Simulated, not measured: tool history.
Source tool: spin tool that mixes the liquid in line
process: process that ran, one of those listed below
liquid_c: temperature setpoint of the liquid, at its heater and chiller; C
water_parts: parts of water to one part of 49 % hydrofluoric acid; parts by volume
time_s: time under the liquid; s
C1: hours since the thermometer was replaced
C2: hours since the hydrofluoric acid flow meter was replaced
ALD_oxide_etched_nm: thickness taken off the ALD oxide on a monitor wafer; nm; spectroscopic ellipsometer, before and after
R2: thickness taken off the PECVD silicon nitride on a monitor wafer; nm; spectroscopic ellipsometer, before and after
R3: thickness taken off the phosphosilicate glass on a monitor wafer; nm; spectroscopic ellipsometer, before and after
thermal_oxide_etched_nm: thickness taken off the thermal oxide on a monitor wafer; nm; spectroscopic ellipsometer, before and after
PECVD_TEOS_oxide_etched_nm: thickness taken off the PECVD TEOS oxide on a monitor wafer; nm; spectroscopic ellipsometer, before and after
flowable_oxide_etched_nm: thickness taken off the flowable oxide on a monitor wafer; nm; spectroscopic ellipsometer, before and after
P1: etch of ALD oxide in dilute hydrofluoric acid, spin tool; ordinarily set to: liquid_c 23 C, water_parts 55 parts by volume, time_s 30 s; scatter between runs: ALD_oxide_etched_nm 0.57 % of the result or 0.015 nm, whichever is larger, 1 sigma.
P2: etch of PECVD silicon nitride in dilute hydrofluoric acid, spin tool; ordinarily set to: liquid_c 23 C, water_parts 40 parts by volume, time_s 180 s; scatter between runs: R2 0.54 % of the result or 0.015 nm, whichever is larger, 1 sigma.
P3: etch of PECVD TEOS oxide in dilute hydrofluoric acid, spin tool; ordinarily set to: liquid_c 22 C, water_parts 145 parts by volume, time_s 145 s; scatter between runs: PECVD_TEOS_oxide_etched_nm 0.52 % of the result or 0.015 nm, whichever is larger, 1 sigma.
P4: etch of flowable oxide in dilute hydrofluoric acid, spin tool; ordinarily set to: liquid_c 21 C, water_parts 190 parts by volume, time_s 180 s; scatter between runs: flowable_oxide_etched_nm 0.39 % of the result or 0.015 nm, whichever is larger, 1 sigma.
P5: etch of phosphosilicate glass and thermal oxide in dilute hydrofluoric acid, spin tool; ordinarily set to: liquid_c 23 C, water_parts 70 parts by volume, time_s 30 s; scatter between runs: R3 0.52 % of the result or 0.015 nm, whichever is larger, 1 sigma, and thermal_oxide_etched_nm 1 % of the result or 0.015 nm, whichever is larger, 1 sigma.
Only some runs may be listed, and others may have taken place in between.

{"run": 1, "hour": 3.3, "process": "P1", "liquid_c": 23, "water_parts": 55, "time_s": 30, "C1": 1428.1, "C2": 212.7, "ALD_oxide_etched_nm": 9.0433}
{"run": 2, "hour": 6.9, "process": "P1", "liquid_c": 18, "water_parts": 55, "time_s": 55, "C1": 1431.7, "C2": 216.3, "ALD_oxide_etched_nm": 13.421}
{"run": 3, "hour": 11.3, "process": "P2", "liquid_c": 23, "water_parts": 40, "time_s": 180, "C1": 1436.1, "C2": 220.7, "R2": 14.382}
{"run": 4, "hour": 15.3, "process": "P5", "liquid_c": 23, "water_parts": 100, "time_s": 30, "C1": 1440.1, "C2": 224.7, "R3": 33.372, "thermal_oxide_etched_nm": 1.3838}
{"run": 5, "hour": 17.9, "process": "P5", "liquid_c": 28, "water_parts": 70, "time_s": 30, "C1": 1442.7, "C2": 227.3, "R3": 59.864, "thermal_oxide_etched_nm": 2.4899}
{"run": 6, "hour": 23.0, "process": "P1", "liquid_c": 23, "water_parts": 55, "time_s": 15, "C1": 1447.8, "C2": 232.4, "ALD_oxide_etched_nm": 4.5942}
{"run": 7, "hour": 26.3, "process": "P1", "liquid_c": 23, "water_parts": 55, "time_s": 55, "C1": 1451.1, "C2": 235.7, "ALD_oxide_etched_nm": 16.745}
{"run": 8, "hour": 31.4, "process": "P1", "liquid_c": 28, "water_parts": 55, "time_s": 15, "C1": 1456.2, "C2": 240.8, "ALD_oxide_etched_nm": 5.598}
{"run": 9, "hour": 35.9, "process": "P5", "liquid_c": 23, "water_parts": 70, "time_s": 30, "C1": 1460.7, "C2": 245.3, "R3": 49.259, "thermal_oxide_etched_nm": 2.032}
{"run": 10, "hour": 40.5, "process": "P1", "liquid_c": 17, "water_parts": 55, "time_s": 30, "C1": 1465.3, "C2": 249.9, "ALD_oxide_etched_nm": 7.0776}
{"run": 11, "hour": 43.9, "process": "P3", "liquid_c": 22, "water_parts": 145, "time_s": 45, "C1": 1468.7, "C2": 253.3, "PECVD_TEOS_oxide_etched_nm": 5.6534}
{"run": 12, "hour": 47.5, "process": "P4", "liquid_c": 21, "water_parts": 190, "time_s": 335, "C1": 1472.3, "C2": 256.9, "flowable_oxide_etched_nm": 45.84}
{"run": 13, "hour": 50.1, "process": "P3", "liquid_c": 22, "water_parts": 50, "time_s": 145, "C1": 1474.9, "C2": 259.5, "PECVD_TEOS_oxide_etched_nm": 58.942}
{"run": 14, "hour": 53.2, "process": "P1", "liquid_c": 23, "water_parts": 55, "time_s": 30, "C1": 1478, "C2": 262.6, "ALD_oxide_etched_nm": 9.1419}
{"run": 15, "hour": 57.3, "process": "P1", "liquid_c": 19.5, "water_parts": 85, "time_s": 30, "C1": 1482.1, "C2": 266.7, "ALD_oxide_etched_nm": 4.9615}
{"run": 16, "hour": 59.9, "process": "P1", "liquid_c": 29.5, "water_parts": 55, "time_s": 30, "C1": 1484.7, "C2": 269.3, "ALD_oxide_etched_nm": 11.794}
{"run": 17, "hour": 64.8, "process": "P1", "liquid_c": 23, "water_parts": 55, "time_s": 30, "C1": 1489.6, "C2": 274.2, "ALD_oxide_etched_nm": 9.0996}
{"run": 18, "hour": 68.9, "process": "P5", "liquid_c": 23, "water_parts": 70, "time_s": 60, "C1": 1493.7, "C2": 278.3, "R3": 98.858, "thermal_oxide_etched_nm": 4.0738}
{"run": 19, "hour": 74.0, "process": "P1", "liquid_c": 23, "water_parts": 55, "time_s": 30, "C1": 1498.8, "C2": 283.4, "ALD_oxide_etched_nm": 9.105}
{"run": 20, "hour": 78.3, "process": "P1", "liquid_c": 23, "water_parts": 105, "time_s": 30, "C1": 1503.1, "C2": 287.7, "ALD_oxide_etched_nm": 4.4703}
{"run": 21, "hour": 80.5, "process": "P2", "liquid_c": 17, "water_parts": 40, "time_s": 180, "C1": 1505.3, "C2": 289.9, "R2": 9.5459}
{"run": 22, "hour": 83.3, "process": "P1", "liquid_c": 23, "water_parts": 55, "time_s": 30, "C1": 1508.1, "C2": 292.7, "ALD_oxide_etched_nm": 9.211}
{"run": 23, "hour": 88.2, "process": "P2", "liquid_c": 23, "water_parts": 40, "time_s": 15, "C1": 1513, "C2": 297.6, "R2": 1.2295}
{"run": 24, "hour": 92.4, "process": "P1", "liquid_c": 23, "water_parts": 20, "time_s": 30, "C1": 1517.2, "C2": 301.8, "ALD_oxide_etched_nm": 26.393}
{"run": 25, "hour": 96.8, "process": "P2", "liquid_c": 23, "water_parts": 20, "time_s": 180, "C1": 1521.6, "C2": 306.2, "R2": 28.091}
{"run": 26, "hour": 101.2, "process": "P3", "liquid_c": 22, "water_parts": 145, "time_s": 145, "C1": 1526, "C2": 310.6, "PECVD_TEOS_oxide_etched_nm": 18.145}
{"run": 27, "hour": 104.5, "process": "P1", "liquid_c": 23, "water_parts": 55, "time_s": 30, "C1": 1529.3, "C2": 313.9, "ALD_oxide_etched_nm": 9.183}
{"run": 28, "hour": 108.2, "process": "P4", "liquid_c": 21, "water_parts": 190, "time_s": 180, "C1": 1533, "C2": 317.6, "flowable_oxide_etched_nm": 24.524}
{"run": 29, "hour": 111.1, "process": "P4", "liquid_c": 28.5, "water_parts": 190, "time_s": 180, "C1": 1535.9, "C2": 320.5, "flowable_oxide_etched_nm": 32.505}
{"run": 30, "hour": 113.4, "process": "P3", "liquid_c": 22, "water_parts": 145, "time_s": 145, "C1": 1538.2, "C2": 322.8, "PECVD_TEOS_oxide_etched_nm": 18.362}
{"run": 31, "hour": 116.2, "process": "P4", "liquid_c": 21, "water_parts": 190, "time_s": 180, "C1": 1541, "C2": 325.6, "flowable_oxide_etched_nm": 24.475}
{"run": 32, "hour": 119.7, "process": "P1", "liquid_c": 23, "water_parts": 55, "time_s": 30, "C1": 1544.5, "C2": 329.1, "ALD_oxide_etched_nm": 9.0952}
{"run": 33, "hour": 123.7, "process": "P3", "liquid_c": 29.5, "water_parts": 145, "time_s": 145, "C1": 1548.5, "C2": 333.1, "PECVD_TEOS_oxide_etched_nm": 23.944}
{"run": 34, "hour": 126.4, "process": "P5", "liquid_c": 23, "water_parts": 70, "time_s": 30, "C1": 1551.2, "C2": 335.8, "R3": 49.304, "thermal_oxide_etched_nm": 1.9967}
{"run": 35, "hour": 129.8, "process": "P4", "liquid_c": 21, "water_parts": 55, "time_s": 180, "C1": 1554.6, "C2": 339.2, "flowable_oxide_etched_nm": 99.081}
{"run": 36, "hour": 133.4, "process": "P1", "liquid_c": 23, "water_parts": 55, "time_s": 30, "C1": 1558.2, "C2": 342.8, "ALD_oxide_etched_nm": 9.1206}
{"run": 37, "hour": 138.4, "process": "P1", "liquid_c": 23, "water_parts": 55, "time_s": 30, "C1": 1563.2, "C2": 347.8, "ALD_oxide_etched_nm": 9.3736}
{"run": 38, "hour": 143.3, "process": "P1", "liquid_c": 23, "water_parts": 55, "time_s": 30, "C1": 1568.1, "C2": 352.7, "ALD_oxide_etched_nm": 9.7636}
{"run": 39, "hour": 147.0, "process": "P1", "liquid_c": 23, "water_parts": 55, "time_s": 30, "C1": 1571.8, "C2": 356.4, "ALD_oxide_etched_nm": 9.8955}

What will run 40 give?
{"run": 40, "hour": 149.7, "process": "P1", "liquid_c": 23, "water_parts": 55, "time_s": 30, "C1": 1574.5, "C2": 359.1, "ALD_oxide_etched_nm": "?"}

ALD_oxide_etched_nm: 9.772 nm
